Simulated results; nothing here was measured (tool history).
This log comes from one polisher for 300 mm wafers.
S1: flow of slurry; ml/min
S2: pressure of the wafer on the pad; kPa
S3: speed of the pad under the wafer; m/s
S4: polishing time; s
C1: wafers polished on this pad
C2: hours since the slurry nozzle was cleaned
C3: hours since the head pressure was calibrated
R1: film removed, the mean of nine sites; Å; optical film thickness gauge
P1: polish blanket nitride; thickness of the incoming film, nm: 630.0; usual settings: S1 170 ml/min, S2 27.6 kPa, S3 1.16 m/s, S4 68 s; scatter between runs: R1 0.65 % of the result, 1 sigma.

Run 1, day 0.121: S1 170 ml/min, S2 27.6 kPa, S3 1.16 m/s, S4 68 s; C1 144; C2 82; C3 395.6. Result: R1 1692.5 Å.
Run 2, day 0.25: S1 170 ml/min, S2 27.6 kPa, S3 1.16 m/s, S4 68 s; C1 174; C2 85.1; C3 398.7. Result: R1 1691.3 Å.
Run 3, day 0.417: S1 245 ml/min, S2 42.7 kPa, S3 1.16 m/s, S4 68 s; C1 212; C2 89.1; C3 402.7. Result: R1 2739.4 Å.
Run 4, day 0.579: S1 100 ml/min, S2 27.6 kPa, S3 1.16 m/s, S4 68 s; C1 250; C2 93; C3 406.6. Result: R1 1509.4 Å.
Run 5, day 0.721: S1 170 ml/min, S2 13.8 kPa, S3 1.16 m/s, S4 68 s; C1 283; C2 96.4; C3 410. Result: R1 835.81 Å.
Run 6, day 0.825: S1 170 ml/min, S2 27.6 kPa, S3 1.16 m/s, S4 68 s; C1 307; C2 98.9; C3 412.5. Result: R1 1673.3 Å.
Run 7, day 0.971: S1 170 ml/min, S2 27.6 kPa, S3 1.16 m/s, S4 68 s; C1 341; C2 102.4; C3 416. Result: R1 1681 Å.
Run 8, day 1.138: S1 170 ml/min, S2 27.6 kPa, S3 0.56 m/s, S4 68 s; C1 380; C2 106.4; C3 420. Result: R1 942.84 Å.
Run 9, day 1.3: S1 170 ml/min, S2 27.6 kPa, S3 1.16 m/s, S4 102 s; C1 417; C2 110.3; C3 423.9. Result: R1 2515.3 Å.
Run 10, day 1.471: S1 170 ml/min, S2 39.3 kPa, S3 1.16 m/s, S4 68 s; C1 457; C2 114.4; C3 428. Result: R1 2389.9 Å.
Run 11, day 1.579: S1 170 ml/min, S2 34.5 kPa, S3 1.16 m/s, S4 98 s; C1 482; C2 117; C3 430.6. Result: R1 3049.3 Å.
Run 12, day 1.767: S1 260 ml/min, S2 27.6 kPa, S3 1.16 m/s, S4 68 s; C1 526; C2 121.5; C3 435.1. Result: R1 1788.6 Å.
Run 13, day 1.858: S1 170 ml/min, S2 27.6 kPa, S3 1.82 m/s, S4 68 s; C1 547; C2 123.7; C3 437.3. Result: R1 2413.6 Å.
Run 14, day 2.029: S1 170 ml/min, S2 27.6 kPa, S3 1.54 m/s, S4 47 s; C1 586; C2 127.8; C3 441.4. Result: R1 1463 Å.
Run 15, day 2.158: S1 170 ml/min, S2 27.6 kPa, S3 1.16 m/s, S4 36 s; C1 616; C2 130.9; C3 444.5. Result: R1 891.8 Å.
Run 16, day 2.25: S1 170 ml/min, S2 27.6 kPa, S3 1.16 m/s, S4 68 s; C1 638; C2 133.1; C3 446.7. Result: R1 1684.1 Å.
Run 17, day 2.438: S1 170 ml/min, S2 27.6 kPa, S3 1.16 m/s, S4 68 s; C1 681; C2 137.6; C3 451.2. Result: R1 1638.5 Å.
Run 18, day 2.596: S1 170 ml/min, S2 27.6 kPa, S3 1.16 m/s, S4 68 s; C1 718; C2 141.4; C3 455. Result: R1 1623.3 Å.
Run 19, day 2.692: S1 170 ml/min, S2 27.6 kPa, S3 1.16 m/s, S4 68 s; C1 740; C2 143.7; C3 457.3. Result: R1 1622.3 Å.
Run 20, day 2.85: S1 170 ml/min, S2 27.6 kPa, S3 1.16 m/s, S4 68 s; C1 777; C2 147.5; C3 461.1. Result: R1 1586.5 Å.

Run 21 is up next; what results do you expect?
Run 21, day 2.95: S1 170 ml/min, S2 27.6 kPa, S3 1.16 m/s, S4 68 s; C1 800; C2 149.9; C3 463.5. Result: R1 ?.

Logged for run 21: R1 1568 Å.

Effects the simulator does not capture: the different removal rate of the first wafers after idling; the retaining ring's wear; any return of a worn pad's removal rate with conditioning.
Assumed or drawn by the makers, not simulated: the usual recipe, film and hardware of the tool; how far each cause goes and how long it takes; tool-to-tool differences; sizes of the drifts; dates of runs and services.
